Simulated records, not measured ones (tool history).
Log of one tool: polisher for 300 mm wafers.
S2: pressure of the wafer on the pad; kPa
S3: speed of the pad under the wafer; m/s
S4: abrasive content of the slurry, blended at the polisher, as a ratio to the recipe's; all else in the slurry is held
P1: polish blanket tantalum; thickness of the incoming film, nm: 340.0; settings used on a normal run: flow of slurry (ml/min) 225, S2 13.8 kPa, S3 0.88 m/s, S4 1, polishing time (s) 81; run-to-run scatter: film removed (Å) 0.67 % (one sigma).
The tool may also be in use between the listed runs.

{"run": 1, "hour": 6.2, "flow of slurry (ml/min)": 225, "S2": 13.8, "S3": 0.88, "S4": 1, "polishing time (s)": 81, "film removed (Å)": 1126.5}
{"run": 2, "hour": 10.4, "flow of slurry (ml/min)": 310, "S2": 13.8, "S3": 0.88, "S4": 1, "polishing time (s)": 81, "film removed (Å)": 1148.5}
{"run": 3, "hour": 13.3, "flow of slurry (ml/min)": 140, "S2": 13.8, "S3": 0.88, "S4": 1, "polishing time (s)": 81, "film removed (Å)": 1053.5}
{"run": 4, "hour": 19.4, "flow of slurry (ml/min)": 225, "S2": 13.8, "S3": 0.88, "S4": 1.5, "polishing time (s)": 81, "film removed (Å)": 1243.6}
{"run": 5, "hour": 23.4, "flow of slurry (ml/min)": 225, "S2": 13.8, "S3": 0.88, "S4": 1, "polishing time (s)": 81, "film removed (Å)": 1140.5}
{"run": 6, "hour": 26.6, "flow of slurry (ml/min)": 225, "S2": 13.8, "S3": 0.4, "S4": 1, "polishing time (s)": 81, "film removed (Å)": 518.38}
{"run": 7, "hour": 31.4, "flow of slurry (ml/min)": 225, "S2": 6.2, "S3": 0.88, "S4": 1, "polishing time (s)": 81, "film removed (Å)": 503.39}
{"run": 8, "hour": 34.8, "flow of slurry (ml/min)": 135, "S2": 13.8, "S3": 0.88, "S4": 1, "polishing time (s)": 114, "film removed (Å)": 1457.6}
{"hour": 37.3, "done": "slurry nozzle cleaned"}
{"run": 9, "hour": 38.3, "flow of slurry (ml/min)": 225, "S2": 13.8, "S3": 0.88, "S4": 1, "polishing time (s)": 127, "film removed (Å)": 1748.7}
{"run": 10, "hour": 41.6, "flow of slurry (ml/min)": 225, "S2": 13.8, "S3": 0.88, "S4": 1, "polishing time (s)": 81, "film removed (Å)": 1139}
{"run": 11, "hour": 45.4, "flow of slurry (ml/min)": 225, "S2": 13.8, "S3": 0.88, "S4": 1, "polishing time (s)": 81, "film removed (Å)": 1124.3}
{"run": 12, "hour": 51.7, "flow of slurry (ml/min)": 225, "S2": 13.8, "S3": 1.3, "S4": 1, "polishing time (s)": 81, "film removed (Å)": 1673.8}
{"run": 13, "hour": 55.2, "flow of slurry (ml/min)": 225, "S2": 13.8, "S3": 0.88, "S4": 0.6, "polishing time (s)": 81, "film removed (Å)": 945.99}
{"run": 14, "hour": 61.2, "flow of slurry (ml/min)": 225, "S2": 13.8, "S3": 0.88, "S4": 1, "polishing time (s)": 81, "film removed (Å)": 1122.5}
{"run": 15, "hour": 65.6, "flow of slurry (ml/min)": 225, "S2": 13.8, "S3": 0.88, "S4": 1, "polishing time (s)": 47, "film removed (Å)": 648.57}
{"run": 16, "hour": 68.9, "flow of slurry (ml/min)": 225, "S2": 13.8, "S3": 0.88, "S4": 1, "polishing time (s)": 81, "film removed (Å)": 1127.6}
{"run": 17, "hour": 75.1, "flow of slurry (ml/min)": 135, "S2": 13.8, "S3": 1.08, "S4": 1, "polishing time (s)": 81, "film removed (Å)": 1277.2}
{"run": 18, "hour": 78.2, "flow of slurry (ml/min)": 225, "S2": 19.3, "S3": 0.88, "S4": 1, "polishing time (s)": 81, "film removed (Å)": 1590.6}
{"run": 19, "hour": 82.4, "flow of slurry (ml/min)": 135, "S2": 13.8, "S3": 0.88, "S4": 1.25, "polishing time (s)": 81, "film removed (Å)": 1096.5}
{"run": 20, "hour": 88.8, "flow of slurry (ml/min)": 225, "S2": 13.8, "S3": 0.88, "S4": 1, "polishing time (s)": 81, "film removed (Å)": 1119.5}
{"run": 21, "hour": 91.7, "flow of slurry (ml/min)": 225, "S2": 13.8, "S3": 0.88, "S4": 1, "polishing time (s)": 81, "film removed (Å)": 1096.2}
{"run": 22, "hour": 96.2, "flow of slurry (ml/min)": 225, "S2": 13.8, "S3": 0.88, "S4": 1, "polishing time (s)": 81, "film removed (Å)": 1063.8}
{"run": 23, "hour": 99.5, "flow of slurry (ml/min)": 225, "S2": 13.8, "S3": 0.88, "S4": 1, "polishing time (s)": 81, "film removed (Å)": 1041}
{"run": 24, "hour": 102.6, "flow of slurry (ml/min)": 225, "S2": 13.8, "S3": 0.88, "S4": 1, "polishing time (s)": 81, "film removed (Å)": 1033.3}
{"run": 25, "hour": 108.1, "flow of slurry (ml/min)": 225, "S2": 13.8, "S3": 0.88, "S4": 1, "polishing time (s)": 81, "film removed (Å)": 1019.5}
{"run": 26, "hour": 112.2, "flow of slurry (ml/min)": 225, "S2": 13.8, "S3": 0.88, "S4": 1, "polishing time (s)": 81, "film removed (Å)": 1010.7}
{"hour": 114.0, "done": "head pressure recalibrated"}
{"run": 27, "hour": 115.2, "flow of slurry (ml/min)": 225, "S2": 13.8, "S3": 0.88, "S4": 1, "polishing time (s)": 81, "film removed (Å)": 1000.7}
{"run": 28, "hour": 118.2, "flow of slurry (ml/min)": 225, "S2": 13.8, "S3": 0.88, "S4": 1, "polishing time (s)": 81, "film removed (Å)": 995.4}
{"hour": 118.5, "done": "slurry nozzle cleaned"}
{"run": 29, "hour": 122.6, "flow of slurry (ml/min)": 225, "S2": 13.8, "S3": 0.88, "S4": 1, "polishing time (s)": 81, "film removed (Å)": 993.94}
{"run": 30, "hour": 125.5, "flow of slurry (ml/min)": 225, "S2": 13.8, "S3": 0.88, "S4": 1, "polishing time (s)": 81, "film removed (Å)": 1000.2}
{"run": 31, "hour": 129.9, "flow of slurry (ml/min)": 225, "S2": 13.8, "S3": 0.88, "S4": 1, "polishing time (s)": 81, "film removed (Å)": 1017.3}

The output of P1 has drifted from where it used to be. Each of the 2 causes below, taken at the size shown beside it, accounts for the log equally well:
A: removal rate lost through wear of the pad, % = 11.5
B: abrasive missing from the slurry, % = 31.2
Onset of the creep was near hour 88.8.
Excluded causes, each with its reason:
slurry flow missing at the pad, %: work on it at hour 118.5, done after the drift set in, did not restore what the process gave before
head's pressure below its setpoint, %: work on it at hour 114, done after the drift set in, did not restore what the process gave before

Which of the 4 check runs listed below, each an average over 5 wafers with its results shown as question marks, gives clearly different results under the different listed causes?
{"run": "check 1", "hour": 134.3, "flow of slurry (ml/min)": 225, "S2": 13.8, "S3": 0.52, "S4": 1, "polishing time (s)": 81, "film removed (Å)": "?"}
{"run": "check 2", "hour": 134.3, "flow of slurry (ml/min)": 225, "S2": 13.8, "S3": 0.68, "S4": 0.75, "polishing time (s)": 81, "film removed (Å)": "?"}
{"run": "check 3", "hour": 134.3, "flow of slurry (ml/min)": 225, "S2": 13.8, "S3": 0.88, "S4": 1, "polishing time (s)": 116, "film removed (Å)": "?"}
{"run": "check 4", "hour": 134.3, "flow of slurry (ml/min)": 225, "S2": 13.8, "S3": 0.72, "S4": 1, "polishing time (s)": 81, "film removed (Å)": "?"}

How each check would come out, cause by cause:
check=check_1 result=film_removed_(Å) if_A=589.44 if_B=589.63
check=check_2 result=film_removed_(Å) if_A=703.78 if_B=686.88
check=check_3 result=film_removed_(Å) if_A=1428.5 if_B=1429
check=check_4 result=film_removed_(Å) if_A=816.15 if_B=816.42
How far apart the two closest causes lie, in the result that separates them most: check 1 0.03 %; check 2 2.43 %; check 3 0.03 %; check 4 0.03 %
The causes can be told apart only by check 2. The other checks would give nearly the same results under each of them.

Then check 2 was run and gave: film removed (Å) 704.69. Which cause is it?

The correct cause is A, namely: removal rate lost through wear of the pad, %.
